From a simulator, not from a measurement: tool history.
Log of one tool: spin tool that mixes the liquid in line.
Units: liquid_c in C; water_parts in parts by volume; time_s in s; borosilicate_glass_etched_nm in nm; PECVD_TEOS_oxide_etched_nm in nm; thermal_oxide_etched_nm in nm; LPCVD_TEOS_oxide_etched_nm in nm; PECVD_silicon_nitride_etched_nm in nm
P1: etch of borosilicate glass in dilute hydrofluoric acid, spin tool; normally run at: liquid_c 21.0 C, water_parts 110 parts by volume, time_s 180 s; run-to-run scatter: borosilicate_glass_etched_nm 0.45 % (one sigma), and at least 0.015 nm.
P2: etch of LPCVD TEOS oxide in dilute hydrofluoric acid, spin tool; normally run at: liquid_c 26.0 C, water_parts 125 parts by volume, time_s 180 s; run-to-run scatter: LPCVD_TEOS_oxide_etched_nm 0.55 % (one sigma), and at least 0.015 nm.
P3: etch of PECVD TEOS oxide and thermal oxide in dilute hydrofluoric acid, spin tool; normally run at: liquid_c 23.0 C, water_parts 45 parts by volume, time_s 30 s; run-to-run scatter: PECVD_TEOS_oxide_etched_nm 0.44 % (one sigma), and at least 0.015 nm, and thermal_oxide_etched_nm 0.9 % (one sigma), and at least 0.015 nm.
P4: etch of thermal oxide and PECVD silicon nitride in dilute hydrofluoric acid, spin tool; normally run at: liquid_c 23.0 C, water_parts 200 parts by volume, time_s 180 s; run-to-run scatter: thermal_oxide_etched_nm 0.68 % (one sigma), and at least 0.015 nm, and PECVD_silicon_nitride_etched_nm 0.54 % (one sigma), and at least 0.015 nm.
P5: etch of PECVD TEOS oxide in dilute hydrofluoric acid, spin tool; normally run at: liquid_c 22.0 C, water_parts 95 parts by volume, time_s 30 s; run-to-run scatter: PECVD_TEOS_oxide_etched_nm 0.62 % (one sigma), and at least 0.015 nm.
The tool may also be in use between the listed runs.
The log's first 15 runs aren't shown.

| run | hour | process | liquid_c | water_parts | time_s | hours since the thermometer was replaced | hours since the hydrofluoric acid flow meter was replaced | borosilicate_glass_etched_nm | PECVD_TEOS_oxide_etched_nm | thermal_oxide_etched_nm | LPCVD_TEOS_oxide_etched_nm | PECVD_silicon_nitride_etched_nm |
|---|---|---|---|---|---|---|---|---|---|---|---|---|
| 16 | 78.5 | P3 | 23.0 | 45 | 30 | 370.3 | 720.4 |  | 14.8690 | 3.1320 |  |  |
| 17 | 82.1 | P1 | 25.0 | 110 | 65 | 373.9 | 724.0 | 18.4570 |  |  |  |  |
| 18 | 86.6 | P1 | 21.0 | 110 | 180 | 378.4 | 728.5 | 43.7940 |  |  |  |  |
| 19 | 93.2 | P2 | 26.0 | 125 | 180 | 385.0 | 735.1 |  |  |  | 32.074 |  |
| 20 | 99.2 | P5 | 29.0 | 95 | 30 | 391.0 | 741.1 |  | 6.3165 |  |  |  |
| 21 | 103.9 | P1 | 21.0 | 110 | 35 | 395.7 | 745.8 | 8.4881 |  |  |  |  |
| 22 | 111.2 | P1 | 17.0 | 110 | 310 | 403.0 | 753.1 | 64.1230 |  |  |  |  |
| 23 | 115.6 | P4 | 23.0 | 55 | 180 | 407.4 | 757.5 |  |  | 15.8790 |  | 14.4020 |
| 24 | 118.9 | P4 | 31.0 | 200 | 180 | 410.7 | 760.8 |  |  | 4.9703 |  | 6.6530 |
| 25 | 122.7 | P2 | 26.0 | 125 | 340 | 414.5 | 764.6 |  |  |  | 61.130 |  |
| 26 | 129.8 | P4 | 23.0 | 200 | 180 | 421.6 | 771.7 |  |  | 3.6836 |  | 4.0614 |
| 27 | 133.4 | P1 | 21.0 | 110 | 180 | 425.2 | 775.3 | 44.0040 |  |  |  |  |
| 28 | 136.9 | P1 | 21.0 | 40 | 180 | 428.7 | 778.8 | 130.0900 |  |  |  |  |
| 29 | 140.8 | P1 | 21.0 | 110 | 180 | 432.6 | 782.7 | 43.6860 |  |  |  |  |

The next listed run, before its measurement:
| 30 | 144.0 | P1 | 21.0 | 170 | 180 | 435.8 | 785.9 | ? |  |  |  |  |

{"run 30": {"borosilicate_glass_etched_nm": 26.452}}

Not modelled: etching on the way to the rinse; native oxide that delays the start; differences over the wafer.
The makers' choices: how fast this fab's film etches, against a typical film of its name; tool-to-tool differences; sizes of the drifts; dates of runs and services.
